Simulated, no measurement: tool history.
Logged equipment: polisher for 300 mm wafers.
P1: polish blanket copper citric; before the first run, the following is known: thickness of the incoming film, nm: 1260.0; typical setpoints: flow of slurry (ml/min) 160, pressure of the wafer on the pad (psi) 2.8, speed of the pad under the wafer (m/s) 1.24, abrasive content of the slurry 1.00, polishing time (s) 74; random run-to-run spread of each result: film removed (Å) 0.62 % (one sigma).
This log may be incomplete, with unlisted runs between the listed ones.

run,day,flow of slurry (ml/min),pressure of the wafer on the pad (psi),speed of the pad under the wafer (m/s),abrasive content of the slurry,polishing time (s),film removed (Å)
1,0.200,160,2.8,1.24,1.00,74,1718.60
2,0.329,160,2.8,1.24,1.50,74,1893.20
3,0.496,160,1.3,1.24,1.00,74,820.56
4,0.642,160,4.4,1.24,1.00,74,2689.50
5,0.888,160,2.8,1.24,1.00,110,2565.50
6,1.104,160,2.8,1.24,1.00,74,1738.10
7,1.346,160,2.8,1.24,1.00,33,762.31
8,1.583,95,2.8,1.24,1.00,74,1543.70
9,1.717,160,2.8,1.58,1.00,74,2197.50
10,1.854,160,2.8,1.24,0.70,74,1617.90
11,2.000,160,2.8,1.24,1.00,74,1725.20
12,2.212,240,2.8,1.24,1.00,74,1791.90
13,2.358,160,2.8,1.24,0.55,111,2274.70
14,2.529,160,2.8,1.24,1.00,74,1736.40
# day 2.654: head pressure recalibrated
15,2.675,160,2.8,1.24,1.00,74,1720.80
16,2.829,160,2.8,1.24,1.00,74,1732.60
17,3.054,160,2.8,0.76,1.00,74,1080.20
18,3.200,160,2.8,1.24,1.00,74,1721.20
19,3.362,160,2.8,1.24,1.00,74,1675.50
20,3.575,160,2.8,1.24,1.00,74,1623.10
21,3.783,160,2.8,1.24,1.00,74,1598.00
22,3.921,160,2.8,1.24,1.00,74,1600.20
# day 4.075: slurry blender recalibrated
23,4.158,160,2.8,1.24,1.00,74,1592.70

What will run 24 give?
# day 4.279: head pressure recalibrated
24,4.354,160,2.8,1.24,1.00,74,?

{"run 24": {"film removed (Å)": 1577.8}}
